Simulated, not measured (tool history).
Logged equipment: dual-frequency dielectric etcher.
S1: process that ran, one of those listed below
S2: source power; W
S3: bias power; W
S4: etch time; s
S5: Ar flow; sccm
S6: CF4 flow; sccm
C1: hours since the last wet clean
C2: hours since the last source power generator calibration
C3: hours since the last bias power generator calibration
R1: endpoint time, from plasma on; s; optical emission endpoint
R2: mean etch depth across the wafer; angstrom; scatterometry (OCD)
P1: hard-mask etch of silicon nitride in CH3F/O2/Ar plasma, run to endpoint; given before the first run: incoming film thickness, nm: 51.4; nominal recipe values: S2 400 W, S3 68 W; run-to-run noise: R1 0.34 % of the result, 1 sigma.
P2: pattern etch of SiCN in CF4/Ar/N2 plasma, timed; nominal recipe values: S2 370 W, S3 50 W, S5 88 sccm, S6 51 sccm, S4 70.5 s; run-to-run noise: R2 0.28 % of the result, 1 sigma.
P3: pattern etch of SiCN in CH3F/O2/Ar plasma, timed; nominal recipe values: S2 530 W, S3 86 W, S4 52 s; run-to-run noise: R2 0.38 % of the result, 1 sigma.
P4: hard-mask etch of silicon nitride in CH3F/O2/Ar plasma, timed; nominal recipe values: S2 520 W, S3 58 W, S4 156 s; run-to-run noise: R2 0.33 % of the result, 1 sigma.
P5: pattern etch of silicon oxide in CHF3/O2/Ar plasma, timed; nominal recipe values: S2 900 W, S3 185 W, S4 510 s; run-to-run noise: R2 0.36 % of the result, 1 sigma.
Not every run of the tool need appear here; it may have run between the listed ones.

{"run": 1, "day": 0.396, "S1": "P1", "S2": 400, "S3": 68, "C1": 458.8, "C2": 3640.2, "C3": 2020.7, "R1": 76.518}
{"run": 2, "day": 0.879, "S1": "P1", "S2": 400, "S3": 51, "C1": 470.4, "C2": 3651.8, "C3": 2032.3, "R1": 84.471}
{"run": 3, "day": 1.408, "S1": "P3", "S2": 350, "S3": 86, "S4": 52, "C1": 483.1, "C2": 3664.5, "C3": 2045, "R2": 198.21}
{"run": 4, "day": 1.871, "S1": "P1", "S2": 400, "S3": 68, "C1": 494.2, "C2": 3675.6, "C3": 2056.1, "R1": 76.683}
{"run": 5, "day": 2.446, "S1": "P1", "S2": 550, "S3": 50, "C1": 508, "C2": 3689.4, "C3": 2069.9, "R1": 74.691}
{"run": 6, "day": 2.975, "S1": "P5", "S2": 900, "S3": 185, "S4": 294.5, "C1": 520.7, "C2": 3702.1, "C3": 2082.6, "R2": 6738.5}
{"run": 7, "day": 3.412, "S1": "P3", "S2": 530, "S3": 86, "S4": 52, "C1": 531.2, "C2": 3712.6, "C3": 2093.1, "R2": 231.3}
{"run": 8, "day": 3.867, "S1": "P1", "S2": 320, "S3": 68, "C1": 542.1, "C2": 3723.5, "C3": 2104, "R1": 83.635}
{"day": 4.288, "done": "source power generator calibrated"}
{"run": 9, "day": 4.562, "S1": "P3", "S2": 530, "S3": 86, "S4": 52, "C1": 558.8, "C2": 6.6, "C3": 2120.7, "R2": 230.89}
{"run": 10, "day": 5.033, "S1": "P5", "S2": 900, "S3": 185, "S4": 510, "C1": 570.1, "C2": 17.9, "C3": 2132, "R2": 11749}
{"run": 11, "day": 5.775, "S1": "P2", "S2": 370, "S3": 50, "S4": 70.5, "S5": 88, "S6": 51, "C1": 587.9, "C2": 35.7, "C3": 2149.8, "R2": 441.89}
{"run": 12, "day": 6.408, "S1": "P1", "S2": 400, "S3": 83, "C1": 603.1, "C2": 50.9, "C3": 2165, "R1": 71.016}
{"run": 13, "day": 6.942, "S1": "P3", "S2": 530, "S3": 86, "S4": 28.5, "C1": 615.9, "C2": 63.7, "C3": 2177.8, "R2": 127.25}
{"run": 14, "day": 7.562, "S1": "P2", "S2": 370, "S3": 50, "S4": 70.5, "S5": 88, "S6": 40, "C1": 630.8, "C2": 78.6, "C3": 2192.7, "R2": 423.78}
{"run": 15, "day": 8.025, "S1": "P3", "S2": 530, "S3": 68, "S4": 52, "C1": 641.9, "C2": 89.7, "C3": 2203.8, "R2": 212.86}
{"run": 16, "day": 8.638, "S1": "P4", "S2": 520, "S3": 58, "S4": 156, "C1": 656.6, "C2": 104.4, "C3": 2218.5, "R2": 1126.1}
{"run": 17, "day": 9.375, "S1": "P2", "S2": 480, "S3": 50, "S4": 70.5, "S5": 88, "S6": 51, "C1": 674.3, "C2": 122.1, "C3": 2236.2, "R2": 553.55}
{"run": 18, "day": 9.817, "S1": "P4", "S2": 520, "S3": 77, "S4": 156, "C1": 684.9, "C2": 132.7, "C3": 2246.8, "R2": 1234.2}
{"run": 19, "day": 10.312, "S1": "P4", "S2": 520, "S3": 58, "S4": 156, "C1": 696.8, "C2": 144.6, "C3": 2258.7, "R2": 1121.6}
{"run": 20, "day": 11.088, "S1": "P2", "S2": 370, "S3": 50, "S4": 92, "S5": 88, "S6": 51, "C1": 715.4, "C2": 163.2, "C3": 2277.3, "R2": 575.99}
{"run": 21, "day": 11.454, "S1": "P1", "S2": 300, "S3": 89, "C1": 724.2, "C2": 172, "C3": 2286.1, "R1": 77.358}
{"run": 22, "day": 12.033, "S1": "P2", "S2": 370, "S3": 50, "S4": 70.5, "S5": 124, "S6": 51, "C1": 738.1, "C2": 185.9, "C3": 2300, "R2": 413.45}
{"run": 23, "day": 12.754, "S1": "P5", "S2": 900, "S3": 185, "S4": 510, "C1": 755.4, "C2": 203.2, "C3": 2317.3, "R2": 11724}
{"run": 24, "day": 13.362, "S1": "P1", "S2": 400, "S3": 68, "C1": 770, "C2": 217.8, "C3": 2331.9, "R1": 76.036}
{"run": 25, "day": 13.8, "S1": "P2", "S2": 370, "S3": 65, "S4": 70.5, "S5": 88, "S6": 51, "C1": 780.5, "C2": 228.3, "C3": 2342.4, "R2": 481.67}
{"run": 26, "day": 14.183, "S1": "P1", "S2": 400, "S3": 68, "C1": 789.7, "C2": 237.5, "C3": 2351.6, "R1": 76.627}
{"run": 27, "day": 14.533, "S1": "P5", "S2": 1100, "S3": 185, "S4": 510, "C1": 798.1, "C2": 245.9, "C3": 2360, "R2": 12748}
{"run": 28, "day": 15.154, "S1": "P5", "S2": 900, "S3": 259, "S4": 510, "C1": 813, "C2": 260.8, "C3": 2374.9, "R2": 13154}
{"run": 29, "day": 15.958, "S1": "P1", "S2": 540, "S3": 68, "C1": 832.3, "C2": 280.1, "C3": 2394.2, "R1": 68.702}
{"run": 30, "day": 16.446, "S1": "P4", "S2": 520, "S3": 58, "S4": 112, "C1": 844, "C2": 291.8, "C3": 2405.9, "R2": 806.51}
{"run": 31, "day": 16.867, "S1": "P4", "S2": 410, "S3": 58, "S4": 156, "C1": 854.1, "C2": 301.9, "C3": 2416, "R2": 1026.2}
{"run": 32, "day": 17.338, "S1": "P1", "S2": 400, "S3": 68, "C1": 865.4, "C2": 313.2, "C3": 2427.3, "R1": 76.865}
{"run": 33, "day": 17.908, "S1": "P1", "S2": 400, "S3": 68, "C1": 879.1, "C2": 326.9, "C3": 2441, "R1": 76.502}
{"run": 34, "day": 18.475, "S1": "P1", "S2": 400, "S3": 68, "C1": 892.7, "C2": 340.5, "C3": 2454.6, "R1": 77.419}
{"run": 35, "day": 19.146, "S1": "P1", "S2": 400, "S3": 68, "C1": 908.8, "C2": 356.6, "C3": 2470.7, "R1": 77.876}
{"run": 36, "day": 19.938, "S1": "P1", "S2": 400, "S3": 68, "C1": 927.8, "C2": 375.6, "C3": 2489.7, "R1": 77.723}
{"day": 20.596, "done": "wet clean of the chamber"}
{"run": 37, "day": 20.692, "S1": "P1", "S2": 400, "S3": 68, "C1": 2.4, "C2": 393.7, "C3": 2507.8, "R1": 77.72}
{"run": 38, "day": 21.079, "S1": "P1", "S2": 400, "S3": 68, "C1": 11.7, "C2": 403, "C3": 2517.1, "R1": 77.555}
{"run": 39, "day": 21.858, "S1": "P1", "S2": 400, "S3": 68, "C1": 30.4, "C2": 421.7, "C3": 2535.8, "R1": 77.894}
{"run": 40, "day": 22.571, "S1": "P1", "S2": 400, "S3": 68, "C1": 47.5, "C2": 438.8, "C3": 2552.9, "R1": 77.972}
{"run": 41, "day": 23.171, "S1": "P1", "S2": 400, "S3": 68, "C1": 61.9, "C2": 453.2, "C3": 2567.3, "R1": 78.097}
{"run": 42, "day": 23.879, "S1": "P1", "S2": 400, "S3": 68, "C1": 78.9, "C2": 470.2, "C3": 2584.3, "R1": 78.56}

Compared with where it was, what P1 gives has crept away. Each cause listed below fits the log as well as the rest, at the size given for it:
A: source power that arrives under what is set, % = 4.31
B: bias power that arrives under what is set, % = 4.86
The creep began at about day 17.338.
The rest of the possible causes, and what rules out each one:
chamber walls in a state that lowers the etch rate, %: serviced after onset, at day 20.596, with no recovery of the prior output

Question marks stand in for the results of the 4 check runs listed below, each run on one wafer. Under which run would the listed causes show clearly different results?
{"run": "check 1", "day": 24.588, "S1": "P3", "S2": 370, "S3": 86, "S4": 42.5, "R2": "?"}
{"run": "check 2", "day": 24.588, "S1": "P5", "S2": 900, "S3": 253, "S4": 510, "R2": "?"}
{"run": "check 3", "day": 24.588, "S1": "P4", "S2": 520, "S3": 76, "S4": 156, "R2": "?"}
{"run": "check 4", "day": 24.588, "S1": "P2", "S2": 370, "S3": 50, "S4": 70.5, "S5": 108, "S6": 51, "R2": "?"}

Check results expected under each cause:
check=check_1 result=R2 if_A=162.8 if_B=162.48
check=check_2 result=R2 if_A=12814 if_B=12805
check=check_3 result=R2 if_A=1207.1 if_B=1206.9
check=check_4 result=R2 if_A=409.3 if_B=418.17
Gap, in per cent, between the two causes that each check separates least, read from the result that separates them most: check 1 0.19 %; check 2 0.07 %; check 3 0.01 %; check 4 2.14 %
Check 4 is the one run that separates the causes; every other check would come out nearly the same whichever cause is at work.

Then check 4 was run and gave: R2 408.89 angstrom. Which cause is it?

Of the candidate causes, it is A: source power that arrives under what is set, %.

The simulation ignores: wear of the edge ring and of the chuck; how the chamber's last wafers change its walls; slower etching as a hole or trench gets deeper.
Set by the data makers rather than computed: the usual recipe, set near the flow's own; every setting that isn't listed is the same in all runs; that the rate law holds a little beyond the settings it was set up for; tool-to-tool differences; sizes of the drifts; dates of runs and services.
